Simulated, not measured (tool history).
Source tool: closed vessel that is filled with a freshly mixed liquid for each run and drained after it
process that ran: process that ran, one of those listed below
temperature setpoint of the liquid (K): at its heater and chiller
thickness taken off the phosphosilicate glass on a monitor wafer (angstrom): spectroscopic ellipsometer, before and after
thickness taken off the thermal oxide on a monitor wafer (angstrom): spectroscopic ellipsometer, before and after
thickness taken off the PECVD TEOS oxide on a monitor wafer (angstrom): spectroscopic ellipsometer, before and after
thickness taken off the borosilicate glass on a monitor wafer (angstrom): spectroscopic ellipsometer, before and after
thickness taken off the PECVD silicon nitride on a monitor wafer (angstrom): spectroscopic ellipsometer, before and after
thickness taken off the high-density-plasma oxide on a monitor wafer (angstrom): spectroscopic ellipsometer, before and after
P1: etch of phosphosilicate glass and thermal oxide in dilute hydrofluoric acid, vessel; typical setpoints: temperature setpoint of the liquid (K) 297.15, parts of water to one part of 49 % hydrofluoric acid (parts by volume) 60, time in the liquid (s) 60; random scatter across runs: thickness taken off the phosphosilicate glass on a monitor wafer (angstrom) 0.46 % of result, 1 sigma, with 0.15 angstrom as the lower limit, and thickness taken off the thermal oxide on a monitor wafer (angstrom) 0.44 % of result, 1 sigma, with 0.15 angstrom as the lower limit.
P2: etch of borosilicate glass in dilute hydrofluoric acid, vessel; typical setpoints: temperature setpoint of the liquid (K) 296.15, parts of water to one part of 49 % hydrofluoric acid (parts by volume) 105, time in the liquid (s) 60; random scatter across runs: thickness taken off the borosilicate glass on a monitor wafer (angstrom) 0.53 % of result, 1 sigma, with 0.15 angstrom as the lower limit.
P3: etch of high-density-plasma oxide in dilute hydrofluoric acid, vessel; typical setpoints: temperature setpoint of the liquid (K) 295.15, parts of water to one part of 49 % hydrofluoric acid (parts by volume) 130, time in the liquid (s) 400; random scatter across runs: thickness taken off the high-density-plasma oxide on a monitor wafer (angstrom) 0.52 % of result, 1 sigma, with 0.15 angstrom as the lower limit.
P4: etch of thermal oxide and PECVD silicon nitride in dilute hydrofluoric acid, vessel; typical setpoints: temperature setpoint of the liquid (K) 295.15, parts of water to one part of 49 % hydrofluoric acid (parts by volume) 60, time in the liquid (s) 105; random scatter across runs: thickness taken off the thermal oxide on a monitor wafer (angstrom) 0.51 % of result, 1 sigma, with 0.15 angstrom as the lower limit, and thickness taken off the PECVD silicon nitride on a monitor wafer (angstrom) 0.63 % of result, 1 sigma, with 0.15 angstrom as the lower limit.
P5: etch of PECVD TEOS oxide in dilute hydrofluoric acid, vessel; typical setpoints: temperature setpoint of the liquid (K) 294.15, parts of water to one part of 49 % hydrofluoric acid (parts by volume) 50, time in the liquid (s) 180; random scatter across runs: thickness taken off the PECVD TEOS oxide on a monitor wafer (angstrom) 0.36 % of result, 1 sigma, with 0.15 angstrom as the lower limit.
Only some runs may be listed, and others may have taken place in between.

run,hour,process that ran,temperature setpoint of the liquid (K),parts of water to one part of 49 % hydrofluoric acid (parts by volume),time in the liquid (s),thickness taken off the phosphosilicate glass on a monitor wafer (angstrom),thickness taken off the thermal oxide on a monitor wafer (angstrom),thickness taken off the PECVD TEOS oxide on a monitor wafer (angstrom),thickness taken off the borosilicate glass on a monitor wafer (angstrom),thickness taken off the PECVD silicon nitride on a monitor wafer (angstrom),thickness taken off the high-density-plasma oxide on a monitor wafer (angstrom)
1,9.0,P1,297.15,60,60,1877.1,49.545,,,,
2,15.0,P5,294.15,50,180,,,435.02,,,
3,21.8,P1,297.15,100,60,1082.7,28.357,,,,
4,28.3,P5,294.15,50,315,,,759.42,,,
5,35.0,P1,297.15,60,30,947.3,24.610,,,,
6,42.4,P2,301.15,105,60,,,,207.48,,
7,47.9,P5,294.15,90,180,,,230.54,,,
8,55.2,P1,297.15,60,60,1892.7,49.276,,,,
9,61.9,P1,297.15,60,105,3284.2,87.103,,,,
10,66.8,P1,305.15,60,60,2594.0,67.422,,,,
11,74.0,P1,297.15,35,110,6136.5,161.360,,,,
12,79.9,P1,297.15,60,60,1900.4,48.971,,,,
13,84.8,P5,290.15,50,180,,,369.49,,,
14,91.1,P2,296.15,35,60,,,,558.27,,
15,99.0,P1,290.15,60,60,1413.0,37.208,,,,
16,105.2,P1,297.15,60,60,1896.2,49.315,,,,
17,110.2,P4,295.15,60,55,,40.909,,,22.584,
18,119.0,P4,295.15,90,105,,50.075,,,28.934,
19,128.1,P2,296.15,105,95,,,,270.00,,
20,136.9,P1,297.15,100,95,1701.3,44.577,,,,
21,143.7,P1,297.15,60,60,1868.3,49.287,,,,
22,151.9,P4,290.15,60,105,,63.156,,,30.656,
23,156.5,P3,295.15,185,400,,,,,,115.230
24,162.8,P4,295.15,60,105,,77.428,,,43.440,
25,168.2,P1,297.15,40,60,2904.4,76.226,,,,
26,174.8,P5,294.15,50,180,,,433.10,,,
27,181.9,P2,296.15,105,60,,,,169.83,,
28,188.8,P4,295.15,60,105,,77.618,,,42.606,
29,194.5,P1,297.15,60,60,1897.6,49.652,,,,
# hour 198.5: thermometer replaced
30,198.6,P3,291.15,130,400,,,,,,149.000
31,203.3,P1,290.15,20,60,4433.7,114.760,,,,
32,208.4,P3,295.15,130,400,,,,,,173.220
33,213.6,P2,296.15,105,60,,,,170.55,,
34,220.6,P3,295.15,130,60,,,,,,25.975
35,228.1,P1,297.15,60,60,1873.7,49.121,,,,
36,234.0,P1,297.15,60,60,1969.1,51.494,,,,
37,240.6,P1,297.15,60,60,2002.1,52.928,,,,
38,246.1,P1,297.15,60,60,2061.4,53.576,,,,
39,252.3,P1,297.15,60,60,2063.2,54.022,,,,
40,258.7,P1,297.15,60,60,2071.2,53.620,,,,
41,266.5,P1,297.15,60,60,2081.0,54.448,,,,
42,274.9,P1,297.15,60,60,2062.7,54.896,,,,

The output of P1 has drifted from where it used to be. Each of the 2 causes below, taken at the size shown beside it, accounts for the log equally well:
A: hydrofluoric acid flow above the setpoint (%) = 9.52
B: liquid hotter than its thermometer reads (K) = 2.42
The gradual shift began around hour 228.1.

The check runs listed below each take one wafer, and their results are still question marks. Under which run would the listed causes lead to clearly different results?
check 1,283.3,P3,295.15,130,400,,,,,,?
check 2,283.3,P5,294.15,50,180,,,?,,,
check 3,283.3,P2,296.15,105,60,,,,?,,
check 4,283.3,P4,295.15,60,105,,?,,,?,

Predicted outcomes, by check and by cause:
check,result,if A,if B
check 1,thickness taken off the high-density-plasma oxide on a monitor wafer (angstrom),192.610,190.850
check 2,thickness taken off the PECVD TEOS oxide on a monitor wafer (angstrom),479.40,481.63
check 3,thickness taken off the borosilicate glass on a monitor wafer (angstrom),189.35,188.11
check 4,thickness taken off the thermal oxide on a monitor wafer (angstrom),85.691,85.854
check 4,thickness taken off the PECVD silicon nitride on a monitor wafer (angstrom),47.333,50.990
Minimum pairwise separation of causes per check, each pair taken at its best-separating result: check 1 0.92 %; check 2 0.46 %; check 3 0.66 %; check 4 7.44 %
Only in check 4 would the causes give clearly different results; in the remaining checks their results would be nearly the same.

Running check 4 produced the following: thickness taken off the thermal oxide on a monitor wafer (angstrom) 85.174; thickness taken off the PECVD silicon nitride on a monitor wafer (angstrom) 46.984. Which one of the listed causes fits?

A is the cause: hydrofluoric acid flow above the setpoint (%).

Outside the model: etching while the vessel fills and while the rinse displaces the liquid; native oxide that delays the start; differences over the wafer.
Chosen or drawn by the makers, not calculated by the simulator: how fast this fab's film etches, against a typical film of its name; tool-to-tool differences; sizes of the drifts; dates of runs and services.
